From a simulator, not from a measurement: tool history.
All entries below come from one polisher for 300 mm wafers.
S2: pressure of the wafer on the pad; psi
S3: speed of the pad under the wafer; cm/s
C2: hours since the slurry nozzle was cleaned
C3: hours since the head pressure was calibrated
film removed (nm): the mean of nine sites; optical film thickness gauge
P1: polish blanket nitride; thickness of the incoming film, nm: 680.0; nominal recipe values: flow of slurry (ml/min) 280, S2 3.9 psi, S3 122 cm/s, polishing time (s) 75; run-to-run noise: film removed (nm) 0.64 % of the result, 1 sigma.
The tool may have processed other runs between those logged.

Run 1, hour 4.2: flow of slurry (ml/min) 280, S2 3.9 psi, S3 122 cm/s, polishing time (s) 75; wafers polished on this pad 265; C2 111.8; C3 446.0. Result: film removed (nm) 190.740.
Run 2, hour 6.9: flow of slurry (ml/min) 280, S2 3.9 psi, S3 122 cm/s, polishing time (s) 111; wafers polished on this pad 297; C2 114.5; C3 448.7. Result: film removed (nm) 279.940.
At hour 7.8: slurry nozzle cleaned.
Run 3, hour 10.2: flow of slurry (ml/min) 280, S2 2.3 psi, S3 122 cm/s, polishing time (s) 75; wafers polished on this pad 335; C2 2.5; C3 452.0. Result: film removed (nm) 111.650.
Run 4, hour 13.8: flow of slurry (ml/min) 280, S2 3.9 psi, S3 122 cm/s, polishing time (s) 75; wafers polished on this pad 378; C2 6.1; C3 455.6. Result: film removed (nm) 186.940.
Run 5, hour 16.6: flow of slurry (ml/min) 280, S2 3.9 psi, S3 68 cm/s, polishing time (s) 75; wafers polished on this pad 411; C2 8.9; C3 458.4. Result: film removed (nm) 118.340.
Run 6, hour 19.8: flow of slurry (ml/min) 280, S2 3.9 psi, S3 122 cm/s, polishing time (s) 75; wafers polished on this pad 449; C2 12.1; C3 461.6. Result: film removed (nm) 191.120.
Run 7, hour 22.4: flow of slurry (ml/min) 280, S2 3.9 psi, S3 122 cm/s, polishing time (s) 75; wafers polished on this pad 479; C2 14.7; C3 464.2. Result: film removed (nm) 191.320.
Run 8, hour 26.8: flow of slurry (ml/min) 280, S2 6.0 psi, S3 122 cm/s, polishing time (s) 75; wafers polished on this pad 531; C2 19.1; C3 468.6. Result: film removed (nm) 290.800.
Run 9, hour 29.5: flow of slurry (ml/min) 205, S2 3.9 psi, S3 94 cm/s, polishing time (s) 75; wafers polished on this pad 563; C2 21.8; C3 471.3. Result: film removed (nm) 147.250.
Run 10, hour 33.8: flow of slurry (ml/min) 170, S2 3.9 psi, S3 122 cm/s, polishing time (s) 75; wafers polished on this pad 613; C2 26.1; C3 475.6. Result: film removed (nm) 179.790.
Run 11, hour 36.2: flow of slurry (ml/min) 280, S2 3.9 psi, S3 122 cm/s, polishing time (s) 34; wafers polished on this pad 642; C2 28.5; C3 478.0. Result: film removed (nm) 86.194.
Run 12, hour 38.3: flow of slurry (ml/min) 405, S2 3.9 psi, S3 122 cm/s, polishing time (s) 75; wafers polished on this pad 666; C2 30.6; C3 480.1. Result: film removed (nm) 194.050.
Run 13, hour 41.9: flow of slurry (ml/min) 280, S2 3.9 psi, S3 122 cm/s, polishing time (s) 75; wafers polished on this pad 709; C2 34.2; C3 483.7. Result: film removed (nm) 188.750.
Run 14, hour 46.2: flow of slurry (ml/min) 280, S2 3.9 psi, S3 122 cm/s, polishing time (s) 75; wafers polished on this pad 759; C2 38.5; C3 488.0. Result: film removed (nm) 191.310.
Run 15, hour 50.6: flow of slurry (ml/min) 280, S2 3.9 psi, S3 70 cm/s, polishing time (s) 55; wafers polished on this pad 811; C2 42.9; C3 492.4. Result: film removed (nm) 89.010.
Run 16, hour 54.5: flow of slurry (ml/min) 280, S2 3.9 psi, S3 156 cm/s, polishing time (s) 75; wafers polished on this pad 857; C2 46.8; C3 496.3. Result: film removed (nm) 232.280.
At hour 55.0: head pressure recalibrated.
Run 17, hour 58.9: flow of slurry (ml/min) 280, S2 3.9 psi, S3 122 cm/s, polishing time (s) 75; wafers polished on this pad 909; C2 51.2; C3 3.9. Result: film removed (nm) 187.860.
Run 18, hour 61.7: flow of slurry (ml/min) 280, S2 3.9 psi, S3 122 cm/s, polishing time (s) 75; wafers polished on this pad 942; C2 54.0; C3 6.7. Result: film removed (nm) 187.820.
Run 19, hour 64.0: flow of slurry (ml/min) 280, S2 3.9 psi, S3 122 cm/s, polishing time (s) 75; wafers polished on this pad 969; C2 56.3; C3 9.0. Result: film removed (nm) 188.840.

For run 20, what comes out?
Run 20, hour 68.1: flow of slurry (ml/min) 280, S2 3.9 psi, S3 122 cm/s, polishing time (s) 75; wafers polished on this pad 1017; C2 60.4; C3 13.1. Result: film removed (nm) ?.

film removed (nm): 186.380

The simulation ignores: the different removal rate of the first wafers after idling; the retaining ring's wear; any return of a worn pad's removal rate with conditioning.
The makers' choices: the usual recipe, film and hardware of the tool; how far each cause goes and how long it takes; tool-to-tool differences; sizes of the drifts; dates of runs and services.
